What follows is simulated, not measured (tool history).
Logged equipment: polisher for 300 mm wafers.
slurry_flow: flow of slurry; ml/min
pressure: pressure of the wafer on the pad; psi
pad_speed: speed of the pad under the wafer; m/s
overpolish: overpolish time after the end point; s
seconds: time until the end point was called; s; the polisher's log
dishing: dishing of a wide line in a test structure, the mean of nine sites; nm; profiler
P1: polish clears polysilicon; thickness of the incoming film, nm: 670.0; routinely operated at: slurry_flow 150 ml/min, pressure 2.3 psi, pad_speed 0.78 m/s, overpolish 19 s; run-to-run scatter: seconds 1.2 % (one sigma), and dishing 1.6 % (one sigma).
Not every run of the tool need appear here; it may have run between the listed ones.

run  hour  slurry_flow  pressure  pad_speed  overpolish  seconds  dishing
  1   3.2          150       2.3       0.78          19   80.117   44.791
  2   7.4          150       2.3       0.36          19  175.360   37.447
  3  10.6          150       2.3       0.78          19   82.015   46.567
  4  14.1          150       2.3       0.78           7   79.189   33.678
  5  18.2          150       2.3       1.24          19   49.491   46.605
  6  21.1          210       2.3       0.78          19   77.383   45.770
  7  25.1          150       2.3       0.78          19   81.493   46.500
  8  29.4          150       2.3       0.78          19   80.171   44.362
  9  32.1          150       2.8       0.38          19  138.700   41.780
 10  35.1          150       1.5       0.42          19  228.980   32.585
 11  39.0          150       2.3       0.78          19   80.419   45.463
 12  41.3           90       2.3       0.78          19   90.116   45.239
     42.3  -- slurry nozzle cleaned
 13  45.2          150       1.1       0.78          19  169.690   37.635
 14  48.3          150       3.2       0.78          19   57.877   47.135
 15  51.6          150       2.3       0.78          33   81.392   46.479
 16  54.1          150       1.7       0.98          19   87.552   45.265
 17  57.1          150       2.3       0.78          19   81.232   46.434
 18  61.5          150       2.3       0.78          19   80.201   45.138
 19  64.7          150       2.3       0.78          19   81.702   45.339
 20  67.7          150       2.3       0.78          19   81.845   45.431
 21  70.7          150       2.3       0.78          19   84.620   45.782
 22  72.9          150       2.3       0.78          19   84.260   45.616
 23  77.0          150       2.3       0.78          19   85.965   46.661
     79.3  -- head pressure recalibrated
 24  79.9          150       2.3       0.78          19   84.550   45.051
 25  83.9          150       2.3       0.78          19   86.581   44.524
 26  87.2          150       2.3       0.78          19   87.395   45.042
 27  90.9          150       2.3       0.78          19   87.747   45.390
 28  94.4          150       2.3       0.78          19   87.154   45.089

P1 has crept away from where it was. The log is fitted equally well by each of these 2 causes, at the sizes shown:
A: slurry flow missing at the pad, % = 31.3
B: removal rate lost through wear of the pad, % = 7.4
The process output started creeping at around hour 61.5.
Every other cause this tool's parts could produce, and why it does not fit the log:
head's pressure below its setpoint, %: was serviced at hour 79.3, once the creep was under way, yet the earlier output never came back

4 check runs are offered, each on 5 wafers whose results are averaged, their results left as question marks. Which one tells the causes apart?
check 1  97.9           90       3.1       0.78          19        ?        ?
check 2  97.9          150       3.0       1.16          19        ?        ?
check 3  97.9          150       2.3       0.48          30        ?        ?
check 4  97.9          150       1.2       0.78          19        ?        ?

Check results expected under each cause:
  check   result     if A     if B
check 1  seconds   75.514   72.329
check 1  dishing   45.955   46.137
check 2  seconds   44.953   44.960
check 2  dishing   47.076   47.076
check 3  seconds  141.700  141.720
check 3  dishing   44.996   44.995
check 4  seconds  167.130  167.160
check 4  dishing   38.121   38.119
Minimum pairwise separation of causes per check, each pair taken at its best-separating result: check 1 4.31 %; check 2 0.01 %; check 3 0.01 %; check 4 0.01 %
Of the check runs offered, only check 1 discriminates between the causes; the rest would read about the same regardless of which cause applies.

The results of check 1 are: seconds 75.663 s; dishing 45.811 nm. Based on these, which of the listed causes is it?

The correct cause is A, namely: slurry flow missing at the pad, %.
